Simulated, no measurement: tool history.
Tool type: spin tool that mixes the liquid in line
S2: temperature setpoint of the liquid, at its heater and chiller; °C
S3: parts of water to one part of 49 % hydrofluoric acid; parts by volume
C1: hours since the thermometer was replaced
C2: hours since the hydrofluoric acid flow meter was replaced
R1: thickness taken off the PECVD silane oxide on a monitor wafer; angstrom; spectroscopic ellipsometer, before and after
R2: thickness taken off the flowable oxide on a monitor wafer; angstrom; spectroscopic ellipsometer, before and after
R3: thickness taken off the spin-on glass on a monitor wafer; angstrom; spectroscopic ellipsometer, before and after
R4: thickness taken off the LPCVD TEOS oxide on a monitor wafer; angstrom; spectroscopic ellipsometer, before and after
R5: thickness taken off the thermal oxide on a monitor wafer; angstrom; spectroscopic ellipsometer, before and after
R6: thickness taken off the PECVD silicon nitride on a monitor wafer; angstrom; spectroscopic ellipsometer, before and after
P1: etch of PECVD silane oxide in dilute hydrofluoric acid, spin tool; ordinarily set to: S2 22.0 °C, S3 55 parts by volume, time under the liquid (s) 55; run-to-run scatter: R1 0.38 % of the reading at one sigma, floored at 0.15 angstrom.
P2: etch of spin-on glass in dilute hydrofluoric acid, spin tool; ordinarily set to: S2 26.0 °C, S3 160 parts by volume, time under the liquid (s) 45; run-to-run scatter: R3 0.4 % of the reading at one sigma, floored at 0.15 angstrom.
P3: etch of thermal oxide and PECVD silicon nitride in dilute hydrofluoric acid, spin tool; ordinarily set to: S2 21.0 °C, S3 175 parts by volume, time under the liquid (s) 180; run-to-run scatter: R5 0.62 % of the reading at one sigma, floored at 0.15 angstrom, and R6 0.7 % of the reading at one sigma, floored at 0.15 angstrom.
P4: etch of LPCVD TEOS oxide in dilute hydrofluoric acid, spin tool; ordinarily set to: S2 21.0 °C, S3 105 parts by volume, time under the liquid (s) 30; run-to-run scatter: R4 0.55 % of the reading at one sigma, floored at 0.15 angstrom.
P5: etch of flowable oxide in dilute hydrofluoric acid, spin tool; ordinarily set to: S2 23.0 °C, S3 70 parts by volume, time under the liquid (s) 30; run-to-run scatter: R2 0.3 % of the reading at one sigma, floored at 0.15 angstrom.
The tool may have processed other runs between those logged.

{"run": 1, "hour": 4.0, "process that ran": "P1", "S2": 22.0, "S3": 55, "time under the liquid (s)": 55, "C1": 556.2, "C2": 772.7, "R1": 311.07}
{"run": 2, "hour": 8.2, "process that ran": "P5", "S2": 27.0, "S3": 70, "time under the liquid (s)": 30, "C1": 560.4, "C2": 776.9, "R2": 106.59}
{"run": 3, "hour": 11.2, "process that ran": "P2", "S2": 26.0, "S3": 35, "time under the liquid (s)": 45, "C1": 563.4, "C2": 779.9, "R3": 1087.1}
{"run": 4, "hour": 14.4, "process that ran": "P5", "S2": 23.0, "S3": 70, "time under the liquid (s)": 60, "C1": 566.6, "C2": 783.1, "R2": 181.46}
{"run": 5, "hour": 17.3, "process that ran": "P5", "S2": 23.0, "S3": 20, "time under the liquid (s)": 30, "C1": 569.5, "C2": 786.0, "R2": 338.74}
{"run": 6, "hour": 19.3, "process that ran": "P5", "S2": 23.0, "S3": 70, "time under the liquid (s)": 30, "C1": 571.5, "C2": 788.0, "R2": 90.993}
{"run": 7, "hour": 23.1, "process that ran": "P1", "S2": 22.0, "S3": 90, "time under the liquid (s)": 30, "C1": 575.3, "C2": 791.8, "R1": 98.968}
{"run": 8, "hour": 25.8, "process that ran": "P2", "S2": 26.0, "S3": 160, "time under the liquid (s)": 65, "C1": 578.0, "C2": 794.5, "R3": 291.91}
{"run": 9, "hour": 28.1, "process that ran": "P4", "S2": 21.0, "S3": 165, "time under the liquid (s)": 30, "C1": 580.3, "C2": 796.8, "R4": 68.002}
{"run": 10, "hour": 32.0, "process that ran": "P1", "S2": 22.0, "S3": 55, "time under the liquid (s)": 100, "C1": 584.2, "C2": 800.7, "R1": 560.62}
{"run": 11, "hour": 36.0, "process that ran": "P4", "S2": 21.0, "S3": 105, "time under the liquid (s)": 30, "C1": 588.2, "C2": 804.7, "R4": 112.24}
{"run": 12, "hour": 40.3, "process that ran": "P3", "S2": 29.0, "S3": 175, "time under the liquid (s)": 180, "C1": 592.5, "C2": 809.0, "R5": 55.343, "R6": 48.374}
{"run": 13, "hour": 43.7, "process that ran": "P4", "S2": 17.0, "S3": 105, "time under the liquid (s)": 30, "C1": 595.9, "C2": 812.4, "R4": 95.405}
{"run": 14, "hour": 47.9, "process that ran": "P1", "S2": 22.0, "S3": 25, "time under the liquid (s)": 55, "C1": 600.1, "C2": 816.6, "R1": 706.78}
{"run": 15, "hour": 51.6, "process that ran": "P3", "S2": 21.0, "S3": 175, "time under the liquid (s)": 350, "C1": 603.8, "C2": 820.3, "R5": 80.007, "R6": 56.616}
{"run": 16, "hour": 56.1, "process that ran": "P1", "S2": 22.0, "S3": 55, "time under the liquid (s)": 55, "C1": 608.3, "C2": 824.8, "R1": 309.9}
{"run": 17, "hour": 58.7, "process that ran": "P1", "S2": 29.0, "S3": 95, "time under the liquid (s)": 55, "C1": 610.9, "C2": 827.4, "R1": 224.89}
{"run": 18, "hour": 61.0, "process that ran": "P1", "S2": 22.0, "S3": 55, "time under the liquid (s)": 15, "C1": 613.2, "C2": 829.7, "R1": 84.281}
{"run": 19, "hour": 64.6, "process that ran": "P5", "S2": 23.0, "S3": 70, "time under the liquid (s)": 30, "C1": 616.8, "C2": 833.3, "R2": 90.202}
{"run": 20, "hour": 66.9, "process that ran": "P2", "S2": 21.5, "S3": 160, "time under the liquid (s)": 45, "C1": 619.1, "C2": 835.6, "R3": 170.21}
{"hour": 69.9, "done": "hydrofluoric acid flow meter replaced"}
{"run": 21, "hour": 70.1, "process that ran": "P3", "S2": 21.0, "S3": 35, "time under the liquid (s)": 180, "C1": 622.3, "C2": 0.3, "R5": 244.9, "R6": 140.12}
{"run": 22, "hour": 74.6, "process that ran": "P1", "S2": 22.0, "S3": 55, "time under the liquid (s)": 55, "C1": 626.8, "C2": 4.8, "R1": 311.05}
{"run": 23, "hour": 79.0, "process that ran": "P1", "S2": 22.0, "S3": 95, "time under the liquid (s)": 55, "C1": 631.2, "C2": 9.2, "R1": 171.31}
{"run": 24, "hour": 81.2, "process that ran": "P4", "S2": 21.0, "S3": 105, "time under the liquid (s)": 55, "C1": 633.4, "C2": 11.4, "R4": 205.25}
{"run": 25, "hour": 84.1, "process that ran": "P4", "S2": 21.0, "S3": 105, "time under the liquid (s)": 30, "C1": 636.3, "C2": 14.3, "R4": 113.75}
{"run": 26, "hour": 87.2, "process that ran": "P1", "S2": 27.0, "S3": 55, "time under the liquid (s)": 55, "C1": 639.4, "C2": 17.4, "R1": 377.97}
{"run": 27, "hour": 90.7, "process that ran": "P2", "S2": 26.0, "S3": 160, "time under the liquid (s)": 45, "C1": 642.9, "C2": 20.9, "R3": 202.01}
{"run": 28, "hour": 92.8, "process that ran": "P1", "S2": 17.0, "S3": 55, "time under the liquid (s)": 55, "C1": 645.0, "C2": 23.0, "R1": 250.93}
{"run": 29, "hour": 96.2, "process that ran": "P1", "S2": 22.0, "S3": 55, "time under the liquid (s)": 55, "C1": 648.4, "C2": 26.4, "R1": 309.69}
{"run": 30, "hour": 98.4, "process that ran": "P3", "S2": 21.0, "S3": 175, "time under the liquid (s)": 180, "C1": 650.6, "C2": 28.6, "R5": 40.851, "R6": 28.886}
{"run": 31, "hour": 100.7, "process that ran": "P1", "S2": 22.0, "S3": 55, "time under the liquid (s)": 55, "C1": 652.9, "C2": 30.9, "R1": 309.54}
{"run": 32, "hour": 104.8, "process that ran": "P1", "S2": 22.0, "S3": 55, "time under the liquid (s)": 55, "C1": 657.0, "C2": 35.0, "R1": 298.65}
{"run": 33, "hour": 109.2, "process that ran": "P1", "S2": 22.0, "S3": 55, "time under the liquid (s)": 55, "C1": 661.4, "C2": 39.4, "R1": 290.55}

Forecast run 34:
{"run": 34, "hour": 113.5, "process that ran": "P1", "S2": 22.0, "S3": 55, "time under the liquid (s)": 55, "C1": 665.7, "C2": 43.7, "R1": "?"}

{"run 34": {"R1": 287.18}}
